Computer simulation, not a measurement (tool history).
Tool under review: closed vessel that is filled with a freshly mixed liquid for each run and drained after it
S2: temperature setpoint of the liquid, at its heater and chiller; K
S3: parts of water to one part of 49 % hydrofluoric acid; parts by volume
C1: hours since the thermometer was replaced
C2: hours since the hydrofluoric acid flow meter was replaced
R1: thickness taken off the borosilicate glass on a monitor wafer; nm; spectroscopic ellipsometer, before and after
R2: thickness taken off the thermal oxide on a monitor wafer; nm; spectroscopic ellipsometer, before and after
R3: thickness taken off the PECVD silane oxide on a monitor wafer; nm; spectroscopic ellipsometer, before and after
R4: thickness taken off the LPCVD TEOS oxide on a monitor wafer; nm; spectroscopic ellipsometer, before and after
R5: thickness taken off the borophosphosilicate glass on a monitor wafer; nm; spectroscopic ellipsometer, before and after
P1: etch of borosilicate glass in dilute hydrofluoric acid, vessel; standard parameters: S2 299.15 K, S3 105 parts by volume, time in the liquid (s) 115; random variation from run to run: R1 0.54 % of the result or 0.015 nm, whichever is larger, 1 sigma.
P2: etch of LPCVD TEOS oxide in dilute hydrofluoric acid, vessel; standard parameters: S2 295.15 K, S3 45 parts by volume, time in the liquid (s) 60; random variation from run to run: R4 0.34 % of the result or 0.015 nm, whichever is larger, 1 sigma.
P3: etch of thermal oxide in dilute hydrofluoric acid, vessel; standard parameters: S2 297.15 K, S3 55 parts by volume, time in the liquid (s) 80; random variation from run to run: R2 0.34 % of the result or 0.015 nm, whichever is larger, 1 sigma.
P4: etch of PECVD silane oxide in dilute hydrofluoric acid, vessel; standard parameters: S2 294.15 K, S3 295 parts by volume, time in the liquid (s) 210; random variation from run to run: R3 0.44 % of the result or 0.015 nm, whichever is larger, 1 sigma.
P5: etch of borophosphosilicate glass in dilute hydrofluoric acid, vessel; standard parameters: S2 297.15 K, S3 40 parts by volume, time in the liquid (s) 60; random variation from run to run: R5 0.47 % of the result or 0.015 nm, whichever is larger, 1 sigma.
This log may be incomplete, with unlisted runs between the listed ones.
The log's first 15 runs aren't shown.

{"run": 16, "hour": 125.4, "process that ran": "P2", "S2": 295.15, "S3": 45, "time in the liquid (s)": 60, "C1": 1317.8, "C2": 84.5, "R4": 44.035}
{"run": 17, "hour": 137.5, "process that ran": "P4", "S2": 294.15, "S3": 295, "time in the liquid (s)": 210, "C1": 1329.9, "C2": 96.6, "R3": 8.8814}
{"run": 18, "hour": 145.5, "process that ran": "P1", "S2": 299.15, "S3": 105, "time in the liquid (s)": 30, "C1": 1337.9, "C2": 104.6, "R1": 15.588}
{"run": 19, "hour": 153.6, "process that ran": "P4", "S2": 301.65, "S3": 295, "time in the liquid (s)": 210, "C1": 1346, "C2": 112.7, "R3": 11.523}
{"run": 20, "hour": 164.1, "process that ran": "P4", "S2": 294.15, "S3": 295, "time in the liquid (s)": 210, "C1": 1356.5, "C2": 123.2, "R3": 8.8315}
{"run": 21, "hour": 173.2, "process that ran": "P5", "S2": 297.15, "S3": 40, "time in the liquid (s)": 60, "C1": 1365.6, "C2": 132.3, "R5": 52.698}
{"run": 22, "hour": 178.8, "process that ran": "P1", "S2": 292.65, "S3": 180, "time in the liquid (s)": 115, "C1": 1371.2, "C2": 137.9, "R1": 24.59}
{"run": 23, "hour": 187.9, "process that ran": "P4", "S2": 294.15, "S3": 545, "time in the liquid (s)": 210, "C1": 1380.3, "C2": 147, "R3": 3.8901}
{"run": 24, "hour": 196.2, "process that ran": "P3", "S2": 297.15, "S3": 100, "time in the liquid (s)": 80, "C1": 1388.6, "C2": 155.3, "R2": 3.7874}
{"run": 25, "hour": 202.6, "process that ran": "P2", "S2": 295.15, "S3": 45, "time in the liquid (s)": 30, "C1": 1395, "C2": 161.7, "R4": 21.838}
{"run": 26, "hour": 210.3, "process that ran": "P1", "S2": 299.15, "S3": 105, "time in the liquid (s)": 115, "C1": 1402.7, "C2": 169.4, "R1": 59.233}
{"run": 27, "hour": 216.6, "process that ran": "P1", "S2": 299.15, "S3": 105, "time in the liquid (s)": 200, "C1": 1409, "C2": 175.7, "R1": 102.07}
{"run": 28, "hour": 223.5, "process that ran": "P1", "S2": 299.15, "S3": 30, "time in the liquid (s)": 160, "C1": 1415.9, "C2": 182.6, "R1": 319.42}
{"run": 29, "hour": 230.9, "process that ran": "P2", "S2": 302.15, "S3": 45, "time in the liquid (s)": 60, "C1": 1423.3, "C2": 190, "R4": 58.384}
{"run": 30, "hour": 238.5, "process that ran": "P5", "S2": 290.15, "S3": 40, "time in the liquid (s)": 60, "C1": 1430.9, "C2": 197.6, "R5": 39.009}
{"run": 31, "hour": 247.9, "process that ran": "P2", "S2": 295.15, "S3": 75, "time in the liquid (s)": 60, "C1": 1440.3, "C2": 207, "R4": 25.403}
{"run": 32, "hour": 259.0, "process that ran": "P1", "S2": 304.15, "S3": 105, "time in the liquid (s)": 115, "C1": 1451.4, "C2": 218.1, "R1": 70.958}
{"run": 33, "hour": 271.2, "process that ran": "P5", "S2": 297.15, "S3": 40, "time in the liquid (s)": 110, "C1": 1463.6, "C2": 230.3, "R5": 97.071}
{"run": 34, "hour": 277.7, "process that ran": "P1", "S2": 299.15, "S3": 105, "time in the liquid (s)": 115, "C1": 1470.1, "C2": 236.8, "R1": 59.286}

Run 35 is up next; what results do you expect?
{"run": 35, "hour": 288.9, "process that ran": "P1", "S2": 299.15, "S3": 105, "time in the liquid (s)": 115, "C1": 1481.3, "C2": 248, "R1": "?"}

{"run 35": {"R1": 57.521}}
